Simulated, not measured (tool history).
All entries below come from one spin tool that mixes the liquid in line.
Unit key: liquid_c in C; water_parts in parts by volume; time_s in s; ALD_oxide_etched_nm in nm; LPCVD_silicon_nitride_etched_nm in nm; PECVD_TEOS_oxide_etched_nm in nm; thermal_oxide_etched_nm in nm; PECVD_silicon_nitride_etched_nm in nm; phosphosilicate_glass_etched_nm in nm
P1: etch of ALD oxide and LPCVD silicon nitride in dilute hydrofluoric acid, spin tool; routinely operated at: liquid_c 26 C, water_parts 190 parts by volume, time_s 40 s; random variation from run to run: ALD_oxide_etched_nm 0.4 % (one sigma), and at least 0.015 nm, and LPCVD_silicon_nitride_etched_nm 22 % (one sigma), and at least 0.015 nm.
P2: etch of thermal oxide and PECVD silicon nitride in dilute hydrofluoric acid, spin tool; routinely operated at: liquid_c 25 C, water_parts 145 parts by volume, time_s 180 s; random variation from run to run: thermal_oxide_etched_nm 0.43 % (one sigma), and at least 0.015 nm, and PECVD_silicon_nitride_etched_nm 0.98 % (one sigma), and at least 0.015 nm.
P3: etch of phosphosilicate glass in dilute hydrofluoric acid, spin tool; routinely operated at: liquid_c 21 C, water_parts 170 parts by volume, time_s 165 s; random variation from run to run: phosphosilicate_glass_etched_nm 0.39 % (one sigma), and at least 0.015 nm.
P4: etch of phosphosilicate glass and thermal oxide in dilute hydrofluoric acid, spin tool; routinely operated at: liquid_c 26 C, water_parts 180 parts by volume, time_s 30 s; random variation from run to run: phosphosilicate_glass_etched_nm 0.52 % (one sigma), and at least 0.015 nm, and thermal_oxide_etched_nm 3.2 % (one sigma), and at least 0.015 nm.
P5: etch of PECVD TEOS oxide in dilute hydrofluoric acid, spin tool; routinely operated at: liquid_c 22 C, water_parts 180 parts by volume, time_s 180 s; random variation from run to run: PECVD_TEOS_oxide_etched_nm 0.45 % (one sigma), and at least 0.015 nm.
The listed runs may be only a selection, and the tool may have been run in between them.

| run | hour | process | liquid_c | water_parts | time_s | hours since the thermometer was replaced | hours since the hydrofluoric acid flow meter was replaced | ALD_oxide_etched_nm | LPCVD_silicon_nitride_etched_nm | PECVD_TEOS_oxide_etched_nm | thermal_oxide_etched_nm | PECVD_silicon_nitride_etched_nm | phosphosilicate_glass_etched_nm |
|---|---|---|---|---|---|---|---|---|---|---|---|---|---|
| 1 | 6 | P1 | 26 | 190 | 40 | 1500.3 | 660.7 | 5.0959 | 1.0944e-1 |  |  |  |  |
| 2 | 14.4 | P5 | 22 | 260 | 180 | 1508.7 | 669.1 |  |  | 9.2682 |  |  |  |
| 3 | 20 | P2 | 25 | 260 | 180 | 1514.3 | 674.7 |  |  |  | 2.8024 | 1.4725 |  |
| 4 | 28 | P1 | 26 | 190 | 15 | 1522.3 | 682.7 | 1.9128 | 2.541e-2 |  |  |  |  |
| 5 | 33.7 | P1 | 26 | 190 | 40 | 1528 | 688.4 | 5.0835 | 1.2704e-1 |  |  |  |  |
| 6 | 42.5 | P5 | 27 | 180 | 180 | 1536.8 | 697.2 |  |  | 17.416 |  |  |  |
| 7 | 48 | P5 | 22 | 180 | 180 | 1542.3 | 702.7 |  |  | 14.336 |  |  |  |
| 8 | 55.8 | P3 | 21 | 170 | 165 | 1550.1 | 710.5 |  |  |  |  |  | 60.214 |
| 9 | 62.4 | P1 | 26 | 190 | 40 | 1556.7 | 717.1 | 5.1409 | 1.2738e-1 |  |  |  |  |
| 10 | 68.4 | P1 | 26 | 120 | 40 | 1562.7 | 723.1 | 8.8231 | 2.2171e-1 |  |  |  |  |
| 11 | 76.6 | P1 | 26 | 190 | 40 | 1570.9 | 731.3 | 5.0952 | 1.4483e-1 |  |  |  |  |
| 12 | 82.3 | P1 | 21.5 | 190 | 40 | 1576.6 | 737 | 4.3149 | 9.2904e-2 |  |  |  |  |
| 13 | 91.4 | P4 | 26 | 180 | 15 | 1585.7 | 746.1 |  |  |  | 0.42708 |  | 16.795 |
| 14 | 95.6 | P3 | 21 | 170 | 60 | 1589.9 | 750.3 |  |  |  |  |  | 21.895 |
| 15 | 103.2 | P2 | 32.5 | 145 | 180 | 1597.5 | 757.9 |  |  |  | 7.483 | 4.2431 |  |
| 16 | 108.9 | P3 | 21 | 250 | 165 | 1603.2 | 763.6 |  |  |  |  |  | 38.13 |
| 17 | 115.2 | P1 | 26 | 190 | 70 | 1609.5 | 769.9 | 8.9735 | 1.7296e-1 |  |  |  |  |
| 18 | 121.3 | P1 | 26 | 300 | 15 | 1615.6 | 776 | 1.0673 | 8.4502e-3 |  |  |  |  |
| 19 | 126.6 | P3 | 27.5 | 170 | 165 | 1620.9 | 781.3 |  |  |  |  |  | 77.118 |
| 20 | 134.8 | P2 | 25 | 145 | 320 | 1629.1 | 789.5 |  |  |  | 10.103 | 4.6859 |  |
| 21 | 143.8 | P1 | 26 | 270 | 40 | 1638.1 | 798.5 | 3.3079 | 5.7843e-2 |  |  |  |  |
| 22 | 152.9 | P2 | 25 | 145 | 180 | 1647.2 | 807.6 |  |  |  | 5.687 | 2.6164 |  |
| 23 | 162 | P4 | 21 | 180 | 30 | 1656.3 | 816.7 |  |  |  | 0.65119 |  | 27.817 |
| 24 | 170.3 | P4 | 26 | 320 | 30 | 1664.6 | 825 |  |  |  | 0.36213 |  | 16.157 |
| 25 | 174.4 | P1 | 26 | 40 | 15 | 1668.7 | 829.1 | 10.985 | 1.9312e-1 |  |  |  |  |
| 26 | 182.1 | P1 | 31 | 190 | 40 | 1676.4 | 836.8 | 6.1517 | 1.8254e-1 |  |  |  |  |
| 27 | 187.3 | P5 | 22 | 180 | 180 | 1681.6 | 842 |  |  | 14.576 |  |  |  |
| 28 | 191.4 | P4 | 26 | 180 | 30 | 1685.7 | 846.1 |  |  |  | 0.82708 |  | 33.43 |
| 29 | 199.6 | P1 | 26 | 265 | 55 | 1693.9 | 854.3 | 4.6711 | 8.6477e-2 |  |  |  |  |
| 30 | 203.8 | P5 | 22 | 180 | 350 | 1698.1 | 858.5 |  |  | 28.017 |  |  |  |
| 31 | 213.1 | P1 | 26 | 190 | 40 | 1707.4 | 867.8 | 5.1673 | 1.8164e-1 |  |  |  |  |
| 32 | 221.9 | P1 | 26 | 190 | 40 | 1716.2 | 876.6 | 5.1547 | 6.7069e-2 |  |  |  |  |
| 33 | 229.5 | P1 | 26 | 190 | 40 | 1723.8 | 884.2 | 4.9855 | 9.2598e-2 |  |  |  |  |
| 34 | 237.9 | P1 | 26 | 190 | 40 | 1732.2 | 892.6 | 4.8969 | 6.42e-2 |  |  |  |  |
| 35 | 243.7 | P1 | 26 | 190 | 40 | 1738 | 898.4 | 4.8057 | 1.3113e-1 |  |  |  |  |
| 36 | 251.4 | P1 | 26 | 190 | 40 | 1745.7 | 906.1 | 4.8308 | 7.6703e-2 |  |  |  |  |
| 37 | 256.8 | P1 | 26 | 190 | 40 | 1751.1 | 911.5 | 4.84 | 1.1736e-1 |  |  |  |  |
| 38 | 265.8 | P1 | 26 | 190 | 40 | 1760.1 | 920.5 | 4.7605 | 8.5177e-2 |  |  |  |  |
| 39 | 273.8 | P1 | 26 | 190 | 40 | 1768.1 | 928.5 | 4.759 | 3.7903e-2 |  |  |  |  |
| 40 | 281.6 | P1 | 26 | 190 | 40 | 1775.9 | 936.3 | 4.7577 | 1.0447e-1 |  |  |  |  |
| 41 | 286 | P1 | 26 | 190 | 40 | 1780.3 | 940.7 | 4.7866 | 1.1306e-1 |  |  |  |  |
| 42 | 294.5 | P1 | 26 | 190 | 40 | 1788.8 | 949.2 | 4.7516 | 8.5426e-2 |  |  |  |  |

The output of P1 has drifted from where it used to be. Each of the 2 causes below, taken at the size shown beside it, accounts for the log equally well:
A: hydrofluoric acid flow below the setpoint (%) = 5.96
B: liquid colder than its thermometer reads (K) = 2.04
The onset of the drift is placed at about hour 221.9.

Of the 4 check runs below, each run on 2 wafers with the results averaged and each result still a question mark, which one would tell the listed causes apart?
| check 1 | 303 | P3 | 21 | 245 | 165 |  |  |  |  |  |  |  | ? |
| check 2 | 303 | P4 | 26 | 250 | 30 |  |  |  |  |  | ? |  | ? |
| check 3 | 303 | P5 | 26 | 180 | 335 |  |  |  |  | ? |  |  |  |
| check 4 | 303 | P2 | 25 | 145 | 250 |  |  |  |  |  | ? | ? |  |

Expected result of each check under each candidate cause:
| check | result | if A | if B |
|---|---|---|---|
| check 1 | phosphosilicate_glass_etched_nm | 35.977 | 35.958 |
| check 2 | thermal_oxide_etched_nm | 0.48283 | 0.48573 |
| check 2 | phosphosilicate_glass_etched_nm | 20.635 | 20.759 |
| check 3 | PECVD_TEOS_oxide_etched_nm | 29.091 | 29.059 |
| check 4 | thermal_oxide_etched_nm | 7.3573 | 7.3128 |
| check 4 | PECVD_silicon_nitride_etched_nm | 3.4314 | 3.1966 |
Separation of the two closest causes in each check, using whichever result separates them best: check 1 0.05 %; check 2 0.6 %; check 3 0.11 %; check 4 7.09 %
The causes can be told apart only by check 4. The other checks would give nearly the same results under each of them.

With check 4 done, the readings were: thermal_oxide_etched_nm 7.3252 nm; PECVD_silicon_nitride_etched_nm 3.4009 nm. Identify which of the listed causes applies.

Of the candidate causes, it is A: hydrofluoric acid flow below the setpoint (%).
